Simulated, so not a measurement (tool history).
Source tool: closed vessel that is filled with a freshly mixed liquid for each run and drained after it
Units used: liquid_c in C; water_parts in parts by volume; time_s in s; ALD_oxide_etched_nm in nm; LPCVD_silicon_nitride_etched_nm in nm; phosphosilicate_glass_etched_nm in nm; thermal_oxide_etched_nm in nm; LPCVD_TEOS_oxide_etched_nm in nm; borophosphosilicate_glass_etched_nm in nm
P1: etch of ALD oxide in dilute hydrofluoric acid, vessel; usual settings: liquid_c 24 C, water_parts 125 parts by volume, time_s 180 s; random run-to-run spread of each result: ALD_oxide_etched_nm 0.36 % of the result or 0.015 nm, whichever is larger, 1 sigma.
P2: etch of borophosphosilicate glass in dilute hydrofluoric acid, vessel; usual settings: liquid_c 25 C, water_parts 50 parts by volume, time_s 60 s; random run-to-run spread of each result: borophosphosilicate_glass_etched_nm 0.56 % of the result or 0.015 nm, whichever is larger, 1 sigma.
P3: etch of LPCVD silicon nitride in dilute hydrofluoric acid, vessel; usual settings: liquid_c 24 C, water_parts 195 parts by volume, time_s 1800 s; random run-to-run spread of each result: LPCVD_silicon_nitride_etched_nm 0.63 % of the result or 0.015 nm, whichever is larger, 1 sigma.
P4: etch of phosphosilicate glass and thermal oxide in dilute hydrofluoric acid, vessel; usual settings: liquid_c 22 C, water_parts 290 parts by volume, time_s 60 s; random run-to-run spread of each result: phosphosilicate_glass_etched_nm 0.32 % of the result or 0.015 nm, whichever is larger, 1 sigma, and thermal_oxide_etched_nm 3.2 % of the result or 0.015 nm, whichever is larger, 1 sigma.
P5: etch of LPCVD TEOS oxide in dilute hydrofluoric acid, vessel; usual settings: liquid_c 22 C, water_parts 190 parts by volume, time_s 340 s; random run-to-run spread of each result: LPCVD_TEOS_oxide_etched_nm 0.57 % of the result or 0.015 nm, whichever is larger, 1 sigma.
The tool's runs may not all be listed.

| run | hour | process | liquid_c | water_parts | time_s | hours since the thermometer was replaced | hours since the hydrofluoric acid flow meter was replaced | ALD_oxide_etched_nm | LPCVD_silicon_nitride_etched_nm | phosphosilicate_glass_etched_nm | thermal_oxide_etched_nm | LPCVD_TEOS_oxide_etched_nm | borophosphosilicate_glass_etched_nm |
|---|---|---|---|---|---|---|---|---|---|---|---|---|---|
| 1 | 15.8 | P1 | 24 | 125 | 180 | 536.3 | 1157.5 | 26.796 |  |  |  |  |  |
| 2 | 27.9 | P3 | 24 | 195 | 1800 | 548.4 | 1169.6 |  | 4.6837 |  |  |  |  |
| 3 | 41.3 | P1 | 24 | 125 | 70 | 561.8 | 1183 | 10.479 |  |  |  |  |  |
| 4 | 50.7 | P1 | 32.5 | 125 | 180 | 571.2 | 1192.4 | 37.111 |  |  |  |  |  |
| 5 | 67.6 | P4 | 22 | 290 | 60 | 588.1 | 1209.3 |  |  | 26.169 | 0.72933 |  |  |
| 6 | 79.9 | P4 | 17 | 290 | 60 | 600.4 | 1221.6 |  |  | 21.851 | 0.65425 |  |  |
| 7 | 91.9 | P1 | 24 | 125 | 360 | 612.4 | 1233.6 | 54.184 |  |  |  |  |  |
| 8 | 101.1 | P4 | 22 | 290 | 30 | 621.6 | 1242.8 |  |  | 13.081 | 0.39039 |  |  |
| 9 | 114.6 | P1 | 24 | 125 | 180 | 635.1 | 1256.3 | 27.149 |  |  |  |  |  |
| 10 | 124.1 | P1 | 32 | 125 | 65 | 644.6 | 1265.8 | 13.193 |  |  |  |  |  |
| 11 | 133.4 | P4 | 22 | 290 | 60 | 653.9 | 1275.1 |  |  | 26.121 | 0.78953 |  |  |
| 12 | 147.3 | P5 | 22 | 190 | 340 | 667.8 | 1289 |  |  |  |  | 33.739 |  |
| 13 | 159.8 | P1 | 17 | 125 | 180 | 680.3 | 1301.5 | 20.33 |  |  |  |  |  |
| 14 | 171.4 | P1 | 24 | 175 | 180 | 691.9 | 1313.1 | 18.1 |  |  |  |  |  |
| 15 | 186.4 | P3 | 30.5 | 195 | 1800 | 706.9 | 1328.1 |  | 6.9365 |  |  |  |  |
| 16 | 198 | P1 | 24 | 40 | 180 | 718.5 | 1339.7 | 93.787 |  |  |  |  |  |
| 17 | 212.9 | P5 | 22 | 190 | 665 | 733.4 | 1354.6 |  |  |  |  | 65.71 |  |
| 18 | 224.1 | P5 | 22 | 265 | 340 | 744.6 | 1365.8 |  |  |  |  | 22.245 |  |
| 19 | 234.7 | P1 | 24 | 125 | 180 | 755.2 | 1376.4 | 27.125 |  |  |  |  |  |
| 20 | 243.6 | P2 | 33 | 50 | 60 | 764.1 | 1385.3 |  |  |  |  |  | 95.176 |
| 21 | 258.5 | P5 | 28 | 190 | 340 | 779 | 1400.2 |  |  |  |  | 42.08 |  |
| 22 | 272.1 | P4 | 22 | 85 | 60 | 792.6 | 1413.8 |  |  | 111.04 | 3.2122 |  |  |
| 23 | 283.6 | P3 | 24 | 60 | 1800 | 804.1 | 1425.3 |  | 14.806 |  |  |  |  |
| 24 | 294.5 | P3 | 24 | 195 | 230 | 815 | 1436.2 |  | 0.58523 |  |  |  |  |
| 25 | 306.4 | P2 | 25 | 50 | 60 | 826.9 | 1448.1 |  |  |  |  |  | 69.367 |
| 26 | 314.8 | P2 | 25 | 50 | 115 | 835.3 | 1456.5 |  |  |  |  |  | 133.29 |
| 27 | 331.5 | P1 | 24 | 125 | 180 | 852 | 1473.2 | 26.983 |  |  |  |  |  |
| 28 | 344.4 | P2 | 25 | 20 | 60 | 864.9 | 1486.1 |  |  |  |  |  | 181.65 |
| 29 | 355.9 | P1 | 24 | 125 | 180 | 876.4 | 1497.6 | 27.109 |  |  |  |  |  |
| 30 | 365.1 | P1 | 24 | 125 | 180 | 885.6 | 1506.8 | 26.936 |  |  |  |  |  |
| 31 | 374.6 | P1 | 24 | 125 | 180 | 895.1 | 1516.3 | 27.538 |  |  |  |  |  |
| 32 | 384.1 | P1 | 24 | 125 | 180 | 904.6 | 1525.8 | 27.879 |  |  |  |  |  |
| 33 | 394.2 | P1 | 24 | 125 | 180 | 914.7 | 1535.9 | 28.168 |  |  |  |  |  |

What will run 34 give?
| 34 | 407.3 | P1 | 24 | 125 | 180 | 927.8 | 1549 | ? |  |  |  |  |  |

ALD_oxide_etched_nm: 28.439 nm

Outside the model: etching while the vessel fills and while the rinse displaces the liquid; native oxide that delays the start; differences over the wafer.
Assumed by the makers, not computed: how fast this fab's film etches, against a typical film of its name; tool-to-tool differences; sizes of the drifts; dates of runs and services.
